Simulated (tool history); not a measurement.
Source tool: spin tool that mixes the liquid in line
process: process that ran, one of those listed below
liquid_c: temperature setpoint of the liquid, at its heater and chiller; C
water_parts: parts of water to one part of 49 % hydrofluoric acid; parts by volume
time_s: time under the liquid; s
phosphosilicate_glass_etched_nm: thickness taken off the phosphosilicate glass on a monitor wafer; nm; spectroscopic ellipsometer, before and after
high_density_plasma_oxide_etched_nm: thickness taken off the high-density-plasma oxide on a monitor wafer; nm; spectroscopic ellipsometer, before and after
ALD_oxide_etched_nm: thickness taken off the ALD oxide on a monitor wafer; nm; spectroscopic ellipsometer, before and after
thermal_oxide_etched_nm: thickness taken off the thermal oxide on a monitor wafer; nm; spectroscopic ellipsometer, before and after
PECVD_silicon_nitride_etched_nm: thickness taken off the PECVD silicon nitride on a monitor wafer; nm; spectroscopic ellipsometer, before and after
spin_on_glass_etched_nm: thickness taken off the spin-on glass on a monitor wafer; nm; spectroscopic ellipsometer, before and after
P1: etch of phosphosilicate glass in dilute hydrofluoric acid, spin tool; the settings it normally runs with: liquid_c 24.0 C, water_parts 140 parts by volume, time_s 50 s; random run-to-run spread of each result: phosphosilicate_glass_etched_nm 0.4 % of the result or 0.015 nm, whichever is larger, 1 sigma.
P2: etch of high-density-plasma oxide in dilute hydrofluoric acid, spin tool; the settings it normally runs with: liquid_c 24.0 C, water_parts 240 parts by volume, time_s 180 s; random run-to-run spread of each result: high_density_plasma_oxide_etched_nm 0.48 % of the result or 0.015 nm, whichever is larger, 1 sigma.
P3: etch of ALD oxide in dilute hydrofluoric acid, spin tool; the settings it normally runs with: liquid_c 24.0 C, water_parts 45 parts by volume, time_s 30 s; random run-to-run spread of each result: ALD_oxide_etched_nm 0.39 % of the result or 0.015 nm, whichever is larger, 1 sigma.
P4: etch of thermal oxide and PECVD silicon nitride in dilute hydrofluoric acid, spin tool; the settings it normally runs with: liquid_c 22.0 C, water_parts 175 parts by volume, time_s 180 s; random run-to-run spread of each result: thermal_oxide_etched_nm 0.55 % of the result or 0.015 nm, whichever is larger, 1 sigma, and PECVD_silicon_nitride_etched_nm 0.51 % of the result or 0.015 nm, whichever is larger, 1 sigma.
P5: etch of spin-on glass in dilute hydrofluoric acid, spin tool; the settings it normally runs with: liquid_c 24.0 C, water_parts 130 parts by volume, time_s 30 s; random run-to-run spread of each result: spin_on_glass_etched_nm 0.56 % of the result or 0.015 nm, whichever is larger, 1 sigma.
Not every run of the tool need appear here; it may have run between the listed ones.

run,hour,process,liquid_c,water_parts,time_s,hours since the thermometer was replaced,hours since the hydrofluoric acid flow meter was replaced,phosphosilicate_glass_etched_nm,high_density_plasma_oxide_etched_nm,ALD_oxide_etched_nm,thermal_oxide_etched_nm,PECVD_silicon_nitride_etched_nm,spin_on_glass_etched_nm
1,8.1,P1,24.0,140,50,812.2,328.4,44.426,,,,,
2,20.6,P1,20.0,55,50,824.7,340.9,106.730,,,,,
3,32.5,P2,17.5,240,180,836.6,352.8,,3.9708,,,,
4,41.3,P3,24.0,45,60,845.4,361.6,,,24.2010,,,
5,51.9,P2,24.0,240,180,856.0,372.2,,5.0917,,,,
6,61.7,P1,24.0,140,50,865.8,382.0,44.870,,,,,
7,70.7,P1,24.0,140,80,874.8,391.0,71.526,,,,,
8,82.3,P1,24.0,220,50,886.4,402.6,25.946,,,,,
9,90.2,P1,24.0,140,15,894.3,410.5,13.466,,,,,
10,98.8,P2,24.0,240,180,902.9,419.1,,5.0921,,,,
11,108.8,P4,30.0,175,180,912.9,429.1,,,,5.8219,7.6211,
12,117.1,P1,24.0,215,75,921.2,437.4,40.104,,,,,
13,128.9,P3,24.0,75,30,933.0,449.2,,,7.0286,,,
14,141.5,P5,24.0,25,30,945.6,461.8,,,,,,71.384
15,154.0,P4,22.0,175,365,958.1,474.3,,,,8.8448,9.3111,
16,161.6,P5,24.0,130,30,965.7,481.9,,,,,,11.853
17,169.8,P1,24.0,140,50,973.9,490.1,44.696,,,,,
18,179.7,P1,19.0,140,50,983.8,500.0,36.593,,,,,
19,191.4,P1,24.0,40,50,995.5,511.7,178.370,,,,,
20,202.3,P3,24.0,45,30,1006.4,522.6,,,12.0780,,,
21,210.8,P1,24.0,140,50,1014.9,531.1,45.089,,,,,

For run 22, what comes out?
22,222.8,P3,19.0,45,30,1026.9,543.1,,,?,,,

For run 22 the tool returned ALD_oxide_etched_nm 9.7702 nm.
